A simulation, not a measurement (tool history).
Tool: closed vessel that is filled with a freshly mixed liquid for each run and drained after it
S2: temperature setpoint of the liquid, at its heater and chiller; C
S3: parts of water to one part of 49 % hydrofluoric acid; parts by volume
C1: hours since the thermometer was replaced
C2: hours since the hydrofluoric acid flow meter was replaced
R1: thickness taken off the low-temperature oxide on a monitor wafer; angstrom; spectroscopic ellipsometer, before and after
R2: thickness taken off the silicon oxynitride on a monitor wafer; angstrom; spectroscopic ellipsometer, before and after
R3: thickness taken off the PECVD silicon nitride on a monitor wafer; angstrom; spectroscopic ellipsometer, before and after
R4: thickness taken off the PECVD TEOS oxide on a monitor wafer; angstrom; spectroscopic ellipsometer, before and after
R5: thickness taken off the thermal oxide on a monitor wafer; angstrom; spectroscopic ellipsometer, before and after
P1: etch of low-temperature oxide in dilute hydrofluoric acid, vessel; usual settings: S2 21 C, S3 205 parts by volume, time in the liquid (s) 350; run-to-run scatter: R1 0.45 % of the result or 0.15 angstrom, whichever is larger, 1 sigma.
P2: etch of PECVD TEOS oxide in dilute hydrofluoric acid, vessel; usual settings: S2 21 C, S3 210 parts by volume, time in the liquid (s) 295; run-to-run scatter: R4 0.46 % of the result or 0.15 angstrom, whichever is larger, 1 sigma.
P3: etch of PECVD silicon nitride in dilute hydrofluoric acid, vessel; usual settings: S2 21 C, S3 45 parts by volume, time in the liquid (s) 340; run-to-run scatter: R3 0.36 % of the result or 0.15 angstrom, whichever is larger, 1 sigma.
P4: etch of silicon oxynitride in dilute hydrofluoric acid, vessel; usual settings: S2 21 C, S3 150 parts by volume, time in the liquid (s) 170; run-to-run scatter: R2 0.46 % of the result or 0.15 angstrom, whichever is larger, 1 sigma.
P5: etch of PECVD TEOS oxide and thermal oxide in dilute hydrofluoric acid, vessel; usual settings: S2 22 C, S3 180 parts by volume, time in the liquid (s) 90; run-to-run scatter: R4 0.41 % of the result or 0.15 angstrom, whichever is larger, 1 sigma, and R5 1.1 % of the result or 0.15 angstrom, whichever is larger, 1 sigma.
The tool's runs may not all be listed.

Run 1, day 0.258: process that ran P1, S2 21 C, S3 205 parts by volume, time in the liquid (s) 350; C1 687.9; C2 887.1. Result: R1 243.82 angstrom.
Run 2, day 0.446: process that ran P4, S2 21 C, S3 150 parts by volume, time in the liquid (s) 170; C1 692.4; C2 891.6. Result: R2 41.631 angstrom.
Run 3, day 0.738: process that ran P3, S2 17 C, S3 45 parts by volume, time in the liquid (s) 340; C1 699.4; C2 898.6. Result: R3 232.47 angstrom.
Run 4, day 0.875: process that ran P1, S2 21 C, S3 205 parts by volume, time in the liquid (s) 350; C1 702.7; C2 901.9. Result: R1 244.22 angstrom.
Run 5, day 1.008: process that ran P1, S2 21 C, S3 280 parts by volume, time in the liquid (s) 560; C1 705.9; C2 905.1. Result: R1 267.24 angstrom.
Run 6, day 1.2: process that ran P1, S2 21 C, S3 205 parts by volume, time in the liquid (s) 350; C1 710.5; C2 909.7. Result: R1 245.23 angstrom.
Run 7, day 1.342: process that ran P1, S2 21 C, S3 280 parts by volume, time in the liquid (s) 40; C1 713.9; C2 913.1. Result: R1 18.831 angstrom.
Run 8, day 1.483: process that ran P5, S2 22 C, S3 180 parts by volume, time in the liquid (s) 90; C1 717.3; C2 916.5. Result: R4 60.333 angstrom, R5 20.722 angstrom.
Run 9, day 1.762: process that ran P1, S2 21 C, S3 370 parts by volume, time in the liquid (s) 350; C1 724; C2 923.2. Result: R1 115.4 angstrom.
Run 10, day 1.992: process that ran P5, S2 22 C, S3 180 parts by volume, time in the liquid (s) 90; C1 729.5; C2 928.7. Result: R4 59.865 angstrom, R5 20.107 angstrom.
Run 11, day 2.217: process that ran P1, S2 21 C, S3 70 parts by volume, time in the liquid (s) 350; C1 734.9; C2 934.1. Result: R1 830.38 angstrom.
Run 12, day 2.512: process that ran P1, S2 17 C, S3 110 parts by volume, time in the liquid (s) 350; C1 742; C2 941.2. Result: R1 428.59 angstrom.
Run 13, day 2.738: process that ran P2, S2 21 C, S3 210 parts by volume, time in the liquid (s) 295; C1 747.4; C2 946.6. Result: R4 116.77 angstrom.
Run 14, day 2.921: process that ran P1, S2 21 C, S3 205 parts by volume, time in the liquid (s) 660; C1 751.8; C2 951. Result: R1 459.25 angstrom.
At day 2.996: thermometer replaced.
Run 15, day 3.15: process that ran P1, S2 21 C, S3 205 parts by volume, time in the liquid (s) 350; C1 3.8; C2 956.5. Result: R1 242.43 angstrom.
Run 16, day 3.35: process that ran P4, S2 21 C, S3 255 parts by volume, time in the liquid (s) 170; C1 8.6; C2 961.3. Result: R2 22.96 angstrom.
Run 17, day 3.575: process that ran P3, S2 21 C, S3 45 parts by volume, time in the liquid (s) 340; C1 14; C2 966.7. Result: R3 308.67 angstrom.
Run 18, day 3.8: process that ran P5, S2 22 C, S3 90 parts by volume, time in the liquid (s) 90; C1 19.4; C2 972.1. Result: R4 132.42 angstrom, R5 44.959 angstrom.
Run 19, day 3.992: process that ran P1, S2 21 C, S3 205 parts by volume, time in the liquid (s) 350; C1 24; C2 976.7. Result: R1 245.32 angstrom.
Run 20, day 4.175: process that ran P5, S2 22 C, S3 180 parts by volume, time in the liquid (s) 30; C1 28.4; C2 981.1. Result: R4 20.075 angstrom, R5 6.6962 angstrom.
Run 21, day 4.396: process that ran P1, S2 21 C, S3 205 parts by volume, time in the liquid (s) 135; C1 33.7; C2 986.4. Result: R1 94.055 angstrom.
Run 22, day 4.583: process that ran P3, S2 21 C, S3 45 parts by volume, time in the liquid (s) 605; C1 38.2; C2 990.9. Result: R3 548.51 angstrom.
Run 23, day 4.858: process that ran P1, S2 21 C, S3 205 parts by volume, time in the liquid (s) 350; C1 44.8; C2 997.5. Result: R1 245.84 angstrom.
Run 24, day 5.046: process that ran P2, S2 21 C, S3 210 parts by volume, time in the liquid (s) 510; C1 49.3; C2 1002. Result: R4 201.56 angstrom.
Run 25, day 5.292: process that ran P5, S2 17 C, S3 180 parts by volume, time in the liquid (s) 90; C1 55.2; C2 1007.9. Result: R4 49.399 angstrom, R5 16.487 angstrom.
Run 26, day 5.567: process that ran P4, S2 21 C, S3 150 parts by volume, time in the liquid (s) 255; C1 61.8; C2 1014.5. Result: R2 62.868 angstrom.
Run 27, day 5.838: process that ran P2, S2 26.5 C, S3 210 parts by volume, time in the liquid (s) 295; C1 68.3; C2 1021. Result: R4 144.86 angstrom.
Run 28, day 6.042: process that ran P1, S2 21 C, S3 205 parts by volume, time in the liquid (s) 350; C1 73.2; C2 1025.9. Result: R1 245.6 angstrom.
Run 29, day 6.192: process that ran P1, S2 29 C, S3 205 parts by volume, time in the liquid (s) 350; C1 76.8; C2 1029.5. Result: R1 324.62 angstrom.
Run 30, day 6.329: process that ran P3, S2 21 C, S3 20 parts by volume, time in the liquid (s) 340; C1 80.1; C2 1032.8. Result: R3 674.24 angstrom.
Run 31, day 6.596: process that ran P2, S2 21 C, S3 345 parts by volume, time in the liquid (s) 295; C1 86.5; C2 1039.2. Result: R4 62.712 angstrom.
Run 32, day 6.892: process that ran P1, S2 17 C, S3 205 parts by volume, time in the liquid (s) 350; C1 93.6; C2 1046.3. Result: R1 209.36 angstrom.
Run 33, day 7.079: process that ran P4, S2 26 C, S3 150 parts by volume, time in the liquid (s) 170; C1 98.1; C2 1050.8. Result: R2 52.764 angstrom.
Run 34, day 7.242: process that ran P1, S2 21 C, S3 205 parts by volume, time in the liquid (s) 350; C1 102; C2 1054.7. Result: R1 244.82 angstrom.
Run 35, day 7.479: process that ran P1, S2 21 C, S3 205 parts by volume, time in the liquid (s) 350; C1 107.7; C2 1060.4. Result: R1 236.62 angstrom.
Run 36, day 7.721: process that ran P1, S2 21 C, S3 205 parts by volume, time in the liquid (s) 350; C1 113.5; C2 1066.2. Result: R1 233.41 angstrom.
Run 37, day 7.996: process that ran P1, S2 21 C, S3 205 parts by volume, time in the liquid (s) 350; C1 120.1; C2 1072.8. Result: R1 230.65 angstrom.
Run 38, day 8.158: process that ran P1, S2 21 C, S3 205 parts by volume, time in the liquid (s) 350; C1 124; C2 1076.7. Result: R1 227.44 angstrom.
Run 39, day 8.417: process that ran P1, S2 21 C, S3 205 parts by volume, time in the liquid (s) 350; C1 130.2; C2 1082.9. Result: R1 228.35 angstrom.
Run 40, day 8.567: process that ran P1, S2 21 C, S3 205 parts by volume, time in the liquid (s) 350; C1 133.8; C2 1086.5. Result: R1 229.08 angstrom.
Run 41, day 8.754: process that ran P1, S2 21 C, S3 205 parts by volume, time in the liquid (s) 350; C1 138.3; C2 1091. Result: R1 228.78 angstrom.
Run 42, day 9.038: process that ran P1, S2 21 C, S3 205 parts by volume, time in the liquid (s) 350; C1 145.1; C2 1097.8. Result: R1 228.42 angstrom.

What P1 gives has crept away from where it was. These 2 causes fit the log equally well, each at the size given:
A: liquid colder than its thermometer reads (K) = 1.87
B: hydrofluoric acid flow below the setpoint (%) = 5.77
The creep began at about day 7.242.

4 check runs are offered, one wafer each, their results left as question marks. Which one tells the causes apart?
Run check 1, day 9.321: process that ran P5, S2 22 C, S3 180 parts by volume, time in the liquid (s) 40. Result: R4 ?, R5 ?.
Run check 2, day 9.321: process that ran P3, S2 17 C, S3 20 parts by volume, time in the liquid (s) 340. Result: R3 ?.
Run check 3, day 9.321: process that ran P2, S2 21 C, S3 335 parts by volume, time in the liquid (s) 490. Result: R4 ?.
Run check 4, day 9.321: process that ran P4, S2 21 C, S3 215 parts by volume, time in the liquid (s) 170. Result: R2 ?.

What each check would give under each cause:
  check  result    if A    if B
check 1      R4   24.81  24.843
check 1      R5  8.3672  8.3783
check 2      R3   442.2  478.74
check 3      R4  101.23  100.18
check 4      R2  25.582  26.047
How far apart the two closest causes lie, in the result that separates them most: check 1 0.13 %; check 2 7.94 %; check 3 1.05 %; check 4 1.8 %
Check 2 tells the causes apart: in the others they would give nearly the same result.

Check 2 was then run and gave: R3 477.65 angstrom. Which cause is it?

It is B: hydrofluoric acid flow below the setpoint (%).
